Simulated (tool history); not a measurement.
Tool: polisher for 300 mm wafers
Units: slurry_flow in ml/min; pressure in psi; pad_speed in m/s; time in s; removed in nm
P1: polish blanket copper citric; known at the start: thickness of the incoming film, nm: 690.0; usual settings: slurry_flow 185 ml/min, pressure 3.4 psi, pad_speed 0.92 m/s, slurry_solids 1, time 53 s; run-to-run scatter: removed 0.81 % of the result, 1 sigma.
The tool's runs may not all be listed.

run,hour,slurry_flow,pressure,pad_speed,slurry_solids,time,removed
1,6.5,185,3.4,0.92,1,53,106.74
2,10.9,185,3.4,0.92,1,27,54.766
3,18.5,185,3.4,0.92,1,53,106.39
4,23.2,185,3.4,1.16,1,53,132.71
5,27,260,3.4,0.92,1,53,112.06
6,35.3,185,3.4,1.3,1,30,84.464
7,40.8,185,3.4,0.66,0.65,53,71.707
8,46.5,185,3.4,0.92,0.65,70,127.78
9,53.3,185,3.4,0.92,1,53,106.03
10,59.4,185,3.4,0.92,1.4,53,115.74
# hour 61.5: worn pad replaced by a new one
11,65,185,3.4,0.92,0.7,53,99.191
12,69.1,185,3.4,0.92,1,53,108.3
13,77,185,3.4,0.42,1,53,50.244
14,84.8,185,1.5,0.92,1,53,48.454
15,89.5,185,4.8,0.92,1,53,148.66
16,93.5,185,3.4,0.92,1,53,107.21
17,100.7,185,3.4,0.92,1,84,171.83
18,107.4,110,3.4,0.92,1,53,96.715
19,114.6,185,3.4,0.92,1,53,106.56
20,118.5,185,3.4,0.92,1,53,103.45
21,125.4,185,3.4,0.92,1,53,102.39
22,131.7,185,3.4,0.92,1,53,100.62
# hour 132.7: worn pad replaced by a new one
23,137.6,185,3.4,0.92,1,53,101.21
# hour 140.1: head pressure recalibrated
24,145.7,185,3.4,0.92,1,53,100.17
25,153.4,185,3.4,0.92,1,53,99.53

What P1 gives has crept away from where it was. These 2 causes fit the log equally well, each at the size given:
A: abrasive missing from the slurry, % = 26.3
B: slurry flow missing at the pad, % = 31.2
The creep began at about hour 114.6.
Why every other cause is out:
removal rate lost through wear of the pad, %: serviced at hour 132.7, which brought nothing back
head's pressure below its setpoint, %: serviced at hour 140.1, which brought nothing back

4 check runs are offered, each on 5 wafers whose results are averaged, their results left as question marks. Which one tells the causes apart?
check 1,161.1,185,3.4,0.92,1,83,?
check 2,161.1,185,3.4,0.58,0.7,53,?
check 3,161.1,185,3.4,0.54,1,53,?
check 4,161.1,120,3.4,0.92,1.3,53,?

What each check would give under each cause:
check,result,if A,if B
check 1,removed,157.18,157.22
check 2,removed,59.683,59.524
check 3,removed,59.871,59.883
check 4,removed,98.267,95.521
How far apart the two closest causes lie, in the result that separates them most: check 1 0.02 %; check 2 0.27 %; check 3 0.02 %; check 4 2.83 %
Check 4 tells the causes apart: in the others they would give nearly the same result.

Then check 4 was run and gave: removed 95.332 nm. Which cause is it?

It is B: slurry flow missing at the pad, %.
